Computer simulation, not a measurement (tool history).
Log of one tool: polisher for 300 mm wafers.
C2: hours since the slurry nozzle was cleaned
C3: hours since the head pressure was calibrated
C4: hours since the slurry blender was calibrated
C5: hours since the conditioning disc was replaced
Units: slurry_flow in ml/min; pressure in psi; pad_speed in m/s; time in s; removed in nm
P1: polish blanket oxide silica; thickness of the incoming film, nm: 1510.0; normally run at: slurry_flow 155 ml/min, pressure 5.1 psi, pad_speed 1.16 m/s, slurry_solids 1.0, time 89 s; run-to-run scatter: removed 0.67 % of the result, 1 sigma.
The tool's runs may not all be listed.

Run 1, hour 16.3: slurry_flow 155 ml/min, pressure 5.1 psi, pad_speed 1.16 m/s, slurry_solids 1.0, time 89 s; wafers polished on this pad 713; C2 154.8; C3 474.9; C4 69.0; C5 215.0. Result: removed 309.65 nm.
Run 2, hour 25.4: slurry_flow 155 ml/min, pressure 5.1 psi, pad_speed 1.16 m/s, slurry_solids 1.0, time 89 s; wafers polished on this pad 796; C2 163.9; C3 484.0; C4 78.1; C5 224.1. Result: removed 314.08 nm.
Run 3, hour 43.0: slurry_flow 155 ml/min, pressure 5.1 psi, pad_speed 1.16 m/s, slurry_solids 1.0, time 139 s; wafers polished on this pad 957; C2 181.5; C3 501.6; C4 95.7; C5 241.7. Result: removed 491.63 nm.
Run 4, hour 55.6: slurry_flow 225 ml/min, pressure 5.1 psi, pad_speed 1.16 m/s, slurry_solids 1.0, time 89 s; wafers polished on this pad 1072; C2 194.1; C3 514.2; C4 108.3; C5 254.3. Result: removed 328.51 nm.
Run 5, hour 66.9: slurry_flow 155 ml/min, pressure 5.1 psi, pad_speed 1.16 m/s, slurry_solids 1.0, time 89 s; wafers polished on this pad 1175; C2 205.4; C3 525.5; C4 119.6; C5 265.6. Result: removed 313.21 nm.
Run 6, hour 78.2: slurry_flow 155 ml/min, pressure 5.1 psi, pad_speed 1.16 m/s, slurry_solids 0.5, time 89 s; wafers polished on this pad 1278; C2 216.7; C3 536.8; C4 130.9; C5 276.9. Result: removed 216.22 nm.
Run 7, hour 93.4: slurry_flow 155 ml/min, pressure 7.3 psi, pad_speed 1.16 m/s, slurry_solids 1.0, time 89 s; wafers polished on this pad 1417; C2 231.9; C3 552.0; C4 146.1; C5 292.1. Result: removed 446.67 nm.
Run 8, hour 103.4: slurry_flow 155 ml/min, pressure 5.1 psi, pad_speed 1.16 m/s, slurry_solids 1.0, time 89 s; wafers polished on this pad 1508; C2 241.9; C3 562.0; C4 156.1; C5 302.1. Result: removed 317.32 nm.
At hour 104.7: conditioning disc replaced and pad reconditioned.
Run 9, hour 112.2: slurry_flow 155 ml/min, pressure 5.1 psi, pad_speed 1.16 m/s, slurry_solids 1.0, time 89 s; wafers polished on this pad 1589; C2 250.7; C3 570.8; C4 164.9; C5 7.5. Result: removed 312.03 nm.
Run 10, hour 123.4: slurry_flow 155 ml/min, pressure 5.1 psi, pad_speed 0.56 m/s, slurry_solids 1.0, time 89 s; wafers polished on this pad 1691; C2 261.9; C3 582.0; C4 176.1; C5 18.7. Result: removed 177.41 nm.
Run 11, hour 140.0: slurry_flow 155 ml/min, pressure 3.9 psi, pad_speed 0.90 m/s, slurry_solids 1.0, time 89 s; wafers polished on this pad 1843; C2 278.5; C3 598.6; C4 192.7; C5 35.3. Result: removed 199.86 nm.
Run 12, hour 156.7: slurry_flow 155 ml/min, pressure 2.3 psi, pad_speed 1.16 m/s, slurry_solids 1.0, time 89 s; wafers polished on this pad 1995; C2 295.2; C3 615.3; C4 209.4; C5 52.0. Result: removed 142.70 nm.
Run 13, hour 167.1: slurry_flow 95 ml/min, pressure 5.1 psi, pad_speed 1.16 m/s, slurry_solids 1.0, time 89 s; wafers polished on this pad 2090; C2 305.6; C3 625.7; C4 219.8; C5 62.4. Result: removed 283.58 nm.
Run 14, hour 182.5: slurry_flow 155 ml/min, pressure 5.1 psi, pad_speed 1.16 m/s, slurry_solids 1.4, time 89 s; wafers polished on this pad 2231; C2 321.0; C3 641.1; C4 235.2; C5 77.8. Result: removed 366.24 nm.
At hour 189.6: slurry nozzle cleaned.
Run 15, hour 196.4: slurry_flow 155 ml/min, pressure 5.1 psi, pad_speed 1.80 m/s, slurry_solids 1.0, time 89 s; wafers polished on this pad 2358; C2 6.8; C3 655.0; C4 249.1; C5 91.7. Result: removed 446.59 nm.
Run 16, hour 214.2: slurry_flow 225 ml/min, pressure 3.2 psi, pad_speed 1.16 m/s, slurry_solids 1.0, time 89 s; wafers polished on this pad 2521; C2 24.6; C3 672.8; C4 266.9; C5 109.5. Result: removed 209.57 nm.
Run 17, hour 223.5: slurry_flow 155 ml/min, pressure 5.1 psi, pad_speed 1.16 m/s, slurry_solids 1.0, time 66 s; wafers polished on this pad 2606; C2 33.9; C3 682.1; C4 276.2; C5 118.8. Result: removed 232.83 nm.
Run 18, hour 238.5: slurry_flow 155 ml/min, pressure 5.1 psi, pad_speed 1.16 m/s, slurry_solids 1.0, time 89 s; wafers polished on this pad 2743; C2 48.9; C3 697.1; C4 291.2; C5 133.8. Result: removed 312.59 nm.
Run 19, hour 250.5: slurry_flow 155 ml/min, pressure 5.1 psi, pad_speed 1.16 m/s, slurry_solids 1.0, time 89 s; wafers polished on this pad 2852; C2 60.9; C3 709.1; C4 303.2; C5 145.8. Result: removed 310.56 nm.
Run 20, hour 265.0: slurry_flow 155 ml/min, pressure 5.1 psi, pad_speed 1.16 m/s, slurry_solids 1.0, time 89 s; wafers polished on this pad 2985; C2 75.4; C3 723.6; C4 317.7; C5 160.3. Result: removed 304.27 nm.
Run 21, hour 281.7: slurry_flow 155 ml/min, pressure 5.1 psi, pad_speed 1.16 m/s, slurry_solids 1.0, time 89 s; wafers polished on this pad 3137; C2 92.1; C3 740.3; C4 334.4; C5 177.0. Result: removed 297.25 nm.
At hour 289.4: worn pad replaced by a new one.
Run 22, hour 297.7: slurry_flow 155 ml/min, pressure 5.1 psi, pad_speed 1.16 m/s, slurry_solids 1.0, time 89 s; wafers polished on this pad 76; C2 108.1; C3 756.3; C4 350.4; C5 193.0. Result: removed 294.86 nm.
At hour 305.2: conditioning disc replaced and pad reconditioned.
Run 23, hour 307.7: slurry_flow 155 ml/min, pressure 5.1 psi, pad_speed 1.16 m/s, slurry_solids 1.0, time 89 s; wafers polished on this pad 167; C2 118.1; C3 766.3; C4 360.4; C5 2.6. Result: removed 295.76 nm.
At hour 308.8: head pressure recalibrated.
Run 24, hour 317.9: slurry_flow 155 ml/min, pressure 5.1 psi, pad_speed 1.16 m/s, slurry_solids 1.0, time 89 s; wafers polished on this pad 261; C2 128.3; C3 9.2; C4 370.6; C5 12.8. Result: removed 296.97 nm.
Run 25, hour 335.7: slurry_flow 155 ml/min, pressure 5.1 psi, pad_speed 1.16 m/s, slurry_solids 1.0, time 89 s; wafers polished on this pad 423; C2 146.1; C3 27.0; C4 388.4; C5 30.6. Result: removed 293.61 nm.
Run 26, hour 348.5: slurry_flow 155 ml/min, pressure 5.1 psi, pad_speed 1.16 m/s, slurry_solids 1.0, time 89 s; wafers polished on this pad 540; C2 158.9; C3 39.8; C4 401.2; C5 43.4. Result: removed 295.19 nm.
Run 27, hour 356.8: slurry_flow 155 ml/min, pressure 5.1 psi, pad_speed 1.16 m/s, slurry_solids 1.0, time 89 s; wafers polished on this pad 616; C2 167.2; C3 48.1; C4 409.5; C5 51.7. Result: removed 293.77 nm.

What P1 gives has crept away from where it was. These 2 causes fit the log equally well, each at the size given:
A: abrasive missing from the slurry, % = 14.2
B: slurry flow missing at the pad, % = 30.5
The creep began at about hour 238.5.
Why every other cause is out:
removal rate lost through wear of the pad, %: serviced at hour 289.4, which brought nothing back
head's pressure below its setpoint, %: serviced at hour 308.8, which brought nothing back
time polished since the conditioner stopped cutting, s: serviced at hour 305.2, which brought nothing back

4 check runs are offered, each on 2 wafers whose results are averaged, their results left as question marks. Which one tells the causes apart?
Run check 1, hour 365.1: slurry_flow 95 ml/min, pressure 3.3 psi, pad_speed 1.16 m/s, slurry_solids 1.0, time 89 s. Result: removed ?.
Run check 2, hour 365.1: slurry_flow 155 ml/min, pressure 2.6 psi, pad_speed 1.16 m/s, slurry_solids 1.0, time 89 s. Result: removed ?.
Run check 3, hour 365.1: slurry_flow 155 ml/min, pressure 5.1 psi, pad_speed 1.40 m/s, slurry_solids 1.0, time 89 s. Result: removed ?.
Run check 4, hour 365.1: slurry_flow 155 ml/min, pressure 7.0 psi, pad_speed 1.80 m/s, slurry_solids 1.0, time 89 s. Result: removed ?.

What each check would give under each cause:
  check   result    if A    if B
check 1  removed  170.86  164.39
check 2  removed  149.26  149.30
check 3  removed  340.30  340.40
check 4  removed  571.10  571.26
How far apart the two closest causes lie, in the result that separates them most: check 1 3.86 %; check 2 0.03 %; check 3 0.03 %; check 4 0.03 %
Only check 1 tells the causes apart: in the others they would give nearly the same result.

Then check 1 was run and gave: removed 169.81 nm. Which cause is it?

It is A: abrasive missing from the slurry, %.

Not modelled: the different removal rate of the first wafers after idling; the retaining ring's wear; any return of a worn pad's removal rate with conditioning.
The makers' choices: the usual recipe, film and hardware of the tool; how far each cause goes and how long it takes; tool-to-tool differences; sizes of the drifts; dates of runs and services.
